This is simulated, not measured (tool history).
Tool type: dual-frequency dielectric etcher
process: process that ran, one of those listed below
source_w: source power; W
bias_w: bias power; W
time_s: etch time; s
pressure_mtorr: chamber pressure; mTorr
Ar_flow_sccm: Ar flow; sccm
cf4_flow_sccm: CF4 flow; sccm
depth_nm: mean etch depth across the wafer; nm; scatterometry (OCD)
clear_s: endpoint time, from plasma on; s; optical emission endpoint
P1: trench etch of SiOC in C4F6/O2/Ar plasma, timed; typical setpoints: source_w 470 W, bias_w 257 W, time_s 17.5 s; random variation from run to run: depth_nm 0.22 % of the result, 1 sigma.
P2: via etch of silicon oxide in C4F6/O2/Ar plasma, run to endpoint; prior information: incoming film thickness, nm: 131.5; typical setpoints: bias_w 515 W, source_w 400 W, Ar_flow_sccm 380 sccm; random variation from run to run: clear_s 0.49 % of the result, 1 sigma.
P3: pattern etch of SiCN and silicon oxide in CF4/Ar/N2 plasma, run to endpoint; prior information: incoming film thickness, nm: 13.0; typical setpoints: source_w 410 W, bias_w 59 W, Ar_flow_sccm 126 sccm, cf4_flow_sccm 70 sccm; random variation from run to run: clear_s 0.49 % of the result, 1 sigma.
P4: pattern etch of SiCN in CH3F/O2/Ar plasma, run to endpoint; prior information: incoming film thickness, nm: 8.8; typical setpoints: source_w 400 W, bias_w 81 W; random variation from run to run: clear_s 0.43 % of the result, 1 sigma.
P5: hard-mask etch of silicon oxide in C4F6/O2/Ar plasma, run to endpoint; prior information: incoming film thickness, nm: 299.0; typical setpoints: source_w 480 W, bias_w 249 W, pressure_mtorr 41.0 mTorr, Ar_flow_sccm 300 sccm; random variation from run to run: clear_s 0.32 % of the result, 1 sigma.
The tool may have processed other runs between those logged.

| run | hour | process | source_w | bias_w | time_s | pressure_mtorr | Ar_flow_sccm | cf4_flow_sccm | depth_nm | clear_s |
|---|---|---|---|---|---|---|---|---|---|---|
| 1 | 2.2 | P1 | 470 | 257 | 17.5 |  |  |  | 43.913 |  |
| 2 | 5.9 | P1 | 630 | 178 | 17.5 |  |  |  | 43.736 |  |
| 3 | 9.9 | P4 | 400 | 81 |  |  |  |  |  | 22.951 |
| 4 | 12.9 | P4 | 400 | 81 |  |  |  |  |  | 23.137 |
| 5 | 17.4 | P1 | 370 | 257 | 17.5 |  |  |  | 40.289 |  |
| 6 | 20.2 | P4 | 510 | 81 |  |  |  |  |  | 21.184 |
| 7 | 24.3 | P5 | 630 | 249 |  | 41.0 | 300 |  |  | 74.515 |
| 8 | 26.6 | P5 | 480 | 249 |  | 41.0 | 300 |  |  | 82.558 |
| 9 | 28.6 | P2 | 400 | 515 |  |  | 293 |  |  | 28.927 |
| 10 | 32.7 | P5 | 480 | 249 |  | 41.0 | 188 |  |  | 78.097 |
| 11 | 34.9 | P1 | 470 | 342 | 17.5 |  |  |  | 48.756 |  |
| 12 | 37.1 | P1 | 470 | 257 | 17.5 |  |  |  | 44.188 |  |
| 13 | 39.7 | P1 | 470 | 194 | 17.5 |  |  |  | 40.083 |  |
| 14 | 42.5 | P3 | 410 | 59 |  |  | 126 | 94 |  | 17.350 |
| 15 | 44.6 | P1 | 470 | 257 | 23.5 |  |  |  | 59.258 |  |
| 16 | 47.3 | P3 | 410 | 59 |  |  | 126 | 70 |  | 17.925 |
| 17 | 49.4 | P5 | 480 | 156 |  | 41.0 | 300 |  |  | 95.432 |
| 18 | 51.7 | P1 | 470 | 257 | 17.5 |  |  |  | 43.981 |  |
| 19 | 56.0 | P3 | 410 | 59 |  |  | 93 | 70 |  | 17.104 |
| 20 | 58.8 | P5 | 480 | 249 |  | 54.5 | 300 |  |  | 85.632 |
| 21 | 62.9 | P1 | 470 | 257 | 17.5 |  |  |  | 44.090 |  |

Run 22 has not been measured yet. What should we expect?
| 22 | 65.1 | P3 | 500 | 59 |  |  | 126 | 70 |  | ? |

{"run 22": {"clear_s": 15.173}}
